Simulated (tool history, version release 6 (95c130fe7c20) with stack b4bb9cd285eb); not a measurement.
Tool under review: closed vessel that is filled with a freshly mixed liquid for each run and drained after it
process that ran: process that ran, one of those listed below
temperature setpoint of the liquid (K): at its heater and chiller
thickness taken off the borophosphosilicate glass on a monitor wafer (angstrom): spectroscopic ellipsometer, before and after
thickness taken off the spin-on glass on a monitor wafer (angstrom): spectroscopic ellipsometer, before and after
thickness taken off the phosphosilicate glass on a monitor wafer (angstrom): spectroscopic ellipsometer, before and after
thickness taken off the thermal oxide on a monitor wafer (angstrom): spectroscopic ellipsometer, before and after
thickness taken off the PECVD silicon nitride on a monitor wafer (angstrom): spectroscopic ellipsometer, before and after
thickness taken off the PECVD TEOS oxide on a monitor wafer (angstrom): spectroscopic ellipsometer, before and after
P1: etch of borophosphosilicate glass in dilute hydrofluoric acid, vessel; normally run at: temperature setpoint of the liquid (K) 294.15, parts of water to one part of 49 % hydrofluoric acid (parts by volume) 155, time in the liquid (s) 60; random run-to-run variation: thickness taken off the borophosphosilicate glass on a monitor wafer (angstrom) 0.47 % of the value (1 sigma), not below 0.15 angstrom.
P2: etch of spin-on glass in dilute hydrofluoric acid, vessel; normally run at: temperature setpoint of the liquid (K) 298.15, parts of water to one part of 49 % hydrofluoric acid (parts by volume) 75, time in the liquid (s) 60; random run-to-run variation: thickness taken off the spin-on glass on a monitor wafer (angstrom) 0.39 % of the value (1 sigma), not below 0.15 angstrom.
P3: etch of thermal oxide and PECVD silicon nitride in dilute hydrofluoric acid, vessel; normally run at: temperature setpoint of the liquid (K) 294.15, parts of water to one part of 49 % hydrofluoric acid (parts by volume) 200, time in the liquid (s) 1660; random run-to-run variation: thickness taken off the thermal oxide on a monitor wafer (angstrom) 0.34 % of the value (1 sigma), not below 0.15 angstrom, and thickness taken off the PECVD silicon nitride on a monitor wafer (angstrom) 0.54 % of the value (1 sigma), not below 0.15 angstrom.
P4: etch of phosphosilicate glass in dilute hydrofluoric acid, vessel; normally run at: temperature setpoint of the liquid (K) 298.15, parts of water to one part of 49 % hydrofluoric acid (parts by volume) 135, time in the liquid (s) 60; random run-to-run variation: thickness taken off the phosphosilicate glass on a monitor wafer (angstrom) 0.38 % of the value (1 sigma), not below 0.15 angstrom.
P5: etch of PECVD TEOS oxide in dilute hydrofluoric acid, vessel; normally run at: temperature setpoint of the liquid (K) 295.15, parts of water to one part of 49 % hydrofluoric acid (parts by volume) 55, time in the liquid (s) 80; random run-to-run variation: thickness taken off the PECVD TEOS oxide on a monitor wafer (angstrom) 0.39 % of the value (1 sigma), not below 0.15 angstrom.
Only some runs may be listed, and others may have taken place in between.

run   hour  process that ran  temperature setpoint of the liquid (K)  parts of water to one part of 49 % hydrofluoric acid (parts by volume)  time in the liquid (s)  thickness taken off the borophosphosilicate glass on a monitor wafer (angstrom)  thickness taken off the spin-on glass on a monitor wafer (angstrom)  thickness taken off the phosphosilicate glass on a monitor wafer (angstrom)  thickness taken off the thermal oxide on a monitor wafer (angstrom)  thickness taken off the PECVD silicon nitride on a monitor wafer (angstrom)  thickness taken off the PECVD TEOS oxide on a monitor wafer (angstrom)
  1   19.1                P1                                  294.15                                                                     155                      60                                                                           179.72
  2   34.7                P2                                  298.15                                                                      75                      30                                                                                                                                                 130.2
  3   43.5                P2                                  291.65                                                                      75                      60                                                                                                                                                200.64
  4   61.4                P4                                  298.15                                                                     220                      60                                                                                                                                                                                                                             147.16
  5   70.2                P2                                  298.15                                                                      75                      60                                                                                                                                                 261.3
  6   82.4                P1                                  294.15                                                                     155                      60                                                                           179.14
  7   95.6                P3                                  294.15                                                                     200                    1660                                                                                                                                                                                                                                                                                                  312.77                                                                       133.42
  8  110.4                P5                                  303.15                                                                      55                      80                                                                                                                                                                                                                                                                                                                                                                                                                                                       161.39
  9  127.1                P5                                  295.15                                                                      20                      80                                                                                                                                                                                                                                                                                                                                                                                                                                                        336.6
 10  143.4                P2                                  298.15                                                                      20                      60                                                                                                                                                1056.4
 11  152.9                P1                                  294.15                                                                     155                      60                                                                           178.43
     159.9  -- hydrofluoric acid flow meter replaced
 12  161.8                P3                                  294.15                                                                     300                    1660                                                                                                                                                                                                                                                                                                  188.96                                                                       90.838
 13  172.6                P2                                  298.15                                                                      75                      60                                                                                                                                                261.18
 14    183                P4                                  298.15                                                                     135                      60                                                                                                                                                                                                                             263.93
 15  201.1                P5                                  295.15                                                                      55                      80                                                                                                                                                                                                                                                                                                                                                                                                                                                       117.42
 16  218.4                P1                                  294.15                                                                     155                      60                                                                            178.9
 17    233                P1                                  294.15                                                                     155                     115                                                                           343.06
 18  249.2                P1                                  290.65                                                                     155                     100                                                                           260.99
 19  259.1                P1                                  294.15                                                                     155                      60                                                                           178.93
 20  274.1                P1                                  294.15                                                                     155                      30                                                                           89.723
 21  282.6                P3                                  294.15                                                                     200                    1660                                                                                                                                                                                                                                                                                                  312.23                                                                       135.36
 22  299.7                P1                                  290.15                                                                     155                      60                                                                           152.03
 23  313.1                P1                                  294.15                                                                     155                      60                                                                           178.51
 24  322.7                P4                                  303.65                                                                     135                      60                                                                                                                                                                                                                             322.56
 25  334.9                P4                                  298.15                                                                     135                     110                                                                                                                                                                                                                             483.98
 26  348.3                P1                                  294.15                                                                     155                      60                                                                           179.15
 27  362.5                P5                                  295.15                                                                      55                      30                                                                                                                                                                                                                                                                                                                                                                                                                                                       43.749
 28  374.4                P1                                  294.15                                                                     265                      60                                                                           93.869
 29  384.1                P4                                  298.15                                                                     135                      60                                                                                                                                                                                                                             262.76
 30  401.2                P3                                  290.15                                                                     200                    1660                                                                                                                                                                                                                                                                                                  267.44                                                                       101.86
 31  419.4                P3                                  294.15                                                                     200                     910                                                                                                                                                                                                                                                                                                   171.5                                                                       73.326
 32  436.7                P1                                  302.15                                                                     155                      60                                                                           241.75
 33  449.9                P1                                  294.15                                                                      80                      60                                                                           376.14
 34    464                P1                                  294.15                                                                     155                      60                                                                           178.39
 35  479.2                P1                                  294.15                                                                     155                      60                                                                           174.03
 36  488.3                P1                                  294.15                                                                     155                      60                                                                           173.19
 37  499.1                P1                                  294.15                                                                     155                      60                                                                           172.73
 38    512                P1                                  294.15                                                                     155                      60                                                                            171.2
 39  527.1                P1                                  294.15                                                                     155                      60                                                                           168.53
 40  545.7                P1                                  294.15                                                                     155                      60                                                                           167.87
 41  558.9                P1                                  294.15                                                                     155                      60                                                                           167.68
 42  567.9                P1                                  294.15                                                                     155                      60                                                                           166.61
 43    586                P1                                  294.15                                                                     155                      60                                                                           169.51

Something has made what P1 gives creep away from where it was; the 2 causes below, each at its own stated size, fit the log equally well:
A: hydrofluoric acid flow below the setpoint (%) = 5.31
B: liquid colder than its thermometer reads (K) = 1.61
The gradual shift began around hour 464.

Below are 4 check runs, each on a single wafer, with their results shown as question marks. Which of them would tell the listed causes apart, meaning the causes would give clearly different results under it?
check 1  604.1                P4                                  298.15                                                                     135                      60                                                                                                                                                                                                                                  ?
check 2  604.1                P2                                  298.15                                                                      75                      60                                                                                                                                                     ?
check 3  604.1                P3                                  294.15                                                                     200                    1660                                                                                                                                                                                                                                                                                                       ?                                                                            ?
check 4  604.1                P5                                  295.15                                                                      55                      80                                                                                                                                                                                                                                                                                                                                                                                                                                                            ?

Expected result of each check under each candidate cause:
  check                                                                       result    if A    if B
check 1  thickness taken off the phosphosilicate glass on a monitor wafer (angstrom)  246.97  247.33
check 2          thickness taken off the spin-on glass on a monitor wafer (angstrom)  246.25  245.07
check 3          thickness taken off the thermal oxide on a monitor wafer (angstrom)  291.58  292.68
check 3  thickness taken off the PECVD silicon nitride on a monitor wafer (angstrom)  127.23  120.75
check 4       thickness taken off the PECVD TEOS oxide on a monitor wafer (angstrom)  110.72  109.71
How far apart the two closest causes lie, in the result that separates them most: check 1 0.15 %; check 2 0.48 %; check 3 5.22 %; check 4 0.92 %
Only check 3 tells the causes apart: in the others they would give nearly the same result.

The results of check 3 are: thickness taken off the thermal oxide on a monitor wafer (angstrom) 290.9; thickness taken off the PECVD silicon nitride on a monitor wafer (angstrom) 120.32. Based on these, which of the listed causes is it?

It was cause B: liquid colder than its thermometer reads (K).
